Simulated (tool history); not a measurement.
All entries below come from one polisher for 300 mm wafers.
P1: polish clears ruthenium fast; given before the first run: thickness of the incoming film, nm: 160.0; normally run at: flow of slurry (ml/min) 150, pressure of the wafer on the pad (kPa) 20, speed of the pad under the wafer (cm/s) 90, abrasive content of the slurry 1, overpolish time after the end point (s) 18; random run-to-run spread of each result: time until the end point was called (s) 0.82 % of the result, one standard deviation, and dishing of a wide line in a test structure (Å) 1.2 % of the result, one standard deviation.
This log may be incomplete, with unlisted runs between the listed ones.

| run | hour | flow of slurry (ml/min) | pressure of the wafer on the pad (kPa) | speed of the pad under the wafer (cm/s) | abrasive content of the slurry | overpolish time after the end point (s) | wafers polished on this pad | hours since the slurry nozzle was cleaned | hours since the head pressure was calibrated | hours since the slurry blender was calibrated | time until the end point was called (s) | dishing of a wide line in a test structure (Å) |
|---|---|---|---|---|---|---|---|---|---|---|---|---|
| 1 | 3.1 | 150 | 20 | 90 | 1 | 18 | 254 | 201.5 | 505.6 | 171.8 | 46.116 | 477.07 |
| 2 | 7.5 | 150 | 20 | 90 | 1.35 | 18 | 297 | 205.9 | 510 | 176.2 | 40.653 | 520.86 |
| 3 | 12 | 150 | 20 | 90 | 1 | 18 | 341 | 210.4 | 514.5 | 180.7 | 46.109 | 479.68 |
| 4 | 16.9 | 150 | 20 | 140 | 1 | 18 | 389 | 215.3 | 519.4 | 185.6 | 30.07 | 685.52 |
| 5 | 22.7 | 150 | 20 | 90 | 1 | 18 | 446 | 221.1 | 525.2 | 191.4 | 46.149 | 477.59 |
| 6 | 27.8 | 150 | 20 | 90 | 1 | 5 | 496 | 226.2 | 530.3 | 196.5 | 46.578 | 145.7 |
| 7 | 33.1 | 150 | 20 | 90 | 1 | 18 | 548 | 231.5 | 535.6 | 201.8 | 45.927 | 473.55 |
| 8 | 36.3 | 150 | 9.7 | 90 | 1 | 10 | 579 | 234.7 | 538.8 | 205 | 96.595 | 138.52 |
| 9 | 42.3 | 150 | 9 | 90 | 1 | 18 | 638 | 240.7 | 544.8 | 211 | 102.31 | 225.67 |
| 10 | 47 | 150 | 20 | 90 | 0.55 | 18 | 684 | 245.4 | 549.5 | 215.7 | 63.796 | 354.2 |
| 11 | 52 | 150 | 20 | 48 | 1 | 18 | 733 | 250.4 | 554.5 | 220.7 | 85.539 | 263.81 |
| 12 | 56.4 | 150 | 30.3 | 90 | 1 | 18 | 777 | 254.8 | 558.9 | 225.1 | 30.721 | 673.62 |
|  | 56.6 | head pressure recalibrated |
| 13 | 61.6 | 150 | 20 | 90 | 1 | 18 | 828 | 260 | 5.1 | 230.3 | 46.693 | 480.15 |
| 14 | 67.5 | 190 | 20 | 90 | 1 | 18 | 885 | 265.9 | 11 | 236.2 | 44.21 | 480.04 |
| 15 | 71 | 150 | 20 | 90 | 1 | 30 | 920 | 269.4 | 14.5 | 239.7 | 46.556 | 743.19 |
| 16 | 77.1 | 100 | 20 | 90 | 1 | 18 | 980 | 275.5 | 20.6 | 245.8 | 50.026 | 440.83 |
| 17 | 81.1 | 150 | 20 | 90 | 1 | 18 | 1019 | 279.5 | 24.6 | 249.8 | 46.258 | 465.96 |
| 18 | 84.9 | 150 | 20 | 90 | 1 | 18 | 1056 | 283.3 | 28.4 | 253.6 | 47.889 | 452.03 |
| 19 | 89.5 | 150 | 20 | 90 | 1 | 18 | 1101 | 287.9 | 33 | 258.2 | 48.718 | 443.94 |
| 20 | 94.6 | 150 | 20 | 90 | 1 | 18 | 1151 | 293 | 38.1 | 263.3 | 49.936 | 445.06 |
| 21 | 100.2 | 150 | 20 | 90 | 1 | 18 | 1206 | 298.6 | 43.7 | 268.9 | 50.797 | 445.53 |
|  | 100.6 | slurry nozzle cleaned |
| 22 | 105.1 | 150 | 20 | 90 | 1 | 18 | 1254 | 4.5 | 48.6 | 273.8 | 50.192 | 438.16 |
|  | 105.8 | head pressure recalibrated |
| 23 | 108.5 | 150 | 20 | 90 | 1 | 18 | 1288 | 7.9 | 2.8 | 277.2 | 49.797 | 433.79 |
| 24 | 111.2 | 150 | 20 | 90 | 1 | 18 | 1314 | 10.6 | 5.5 | 279.9 | 50.518 | 424.23 |
| 25 | 115 | 150 | 20 | 90 | 1 | 18 | 1351 | 14.4 | 9.3 | 283.7 | 50.33 | 433.22 |
| 26 | 118.1 | 150 | 20 | 90 | 1 | 18 | 1382 | 17.5 | 12.4 | 286.8 | 50.349 | 433.29 |

The log shows P1 creeping away from where it was. Any of the 2 causes listed here, at the size stated for it, fits the log just as well as the others:
A: abrasive missing from the slurry, % = 17.3
B: removal rate lost through wear of the pad, % = 8.68
Onset of the creep was near hour 81.1.
The rest of the possible causes, and what rules out each one:
slurry flow missing at the pad, %: serviced at hour 100.6, after the drift had started, without restoring the earlier output
head's pressure below its setpoint, %: serviced at hour 105.8, after the drift had started, without restoring the earlier output

Each of the check runs listed below is run on 5 wafers and reports their average, with the results left as question marks. Pick the one under which the possible causes would lead to clearly different results.
| check 1 | 121.2 | 150 | 29.6 | 90 | 1 | 18 |  |  |  |  | ? | ? |
| check 2 | 121.2 | 150 | 20 | 132 | 1 | 5 |  |  |  |  | ? | ? |
| check 3 | 121.2 | 150 | 20 | 90 | 0.55 | 18 |  |  |  |  | ? | ? |
| check 4 | 121.2 | 150 | 20 | 90 | 1 | 24 |  |  |  |  | ? | ? |

Predicted outcomes, by check and by cause:
| check | result | if A | if B |
|---|---|---|---|
| check 1 | time until the end point was called (s) | 34.141 | 34.14 |
| check 1 | dishing of a wide line in a test structure (Å) | 610.55 | 610.57 |
| check 2 | time until the end point was called (s) | 34.516 | 34.515 |
| check 2 | dishing of a wide line in a test structure (Å) | 191.01 | 191.01 |
| check 3 | time until the end point was called (s) | 71.412 | 69.448 |
| check 3 | dishing of a wide line in a test structure (Å) | 320.28 | 328.53 |
| check 4 | time until the end point was called (s) | 50.623 | 50.621 |
| check 4 | dishing of a wide line in a test structure (Å) | 558.81 | 558.83 |
Distance between the nearest two causes, measured in the result of the check that separates them most: check 1 0 %; check 2 0 %; check 3 2.79 %; check 4 0 %
Only in check 3 would the causes give clearly different results; in the remaining checks their results would be nearly the same.

Here is what check 3 returned: time until the end point was called (s) 69.145; dishing of a wide line in a test structure (Å) 329.15. Which cause is it?

The correct cause is B, namely: removal rate lost through wear of the pad, %.
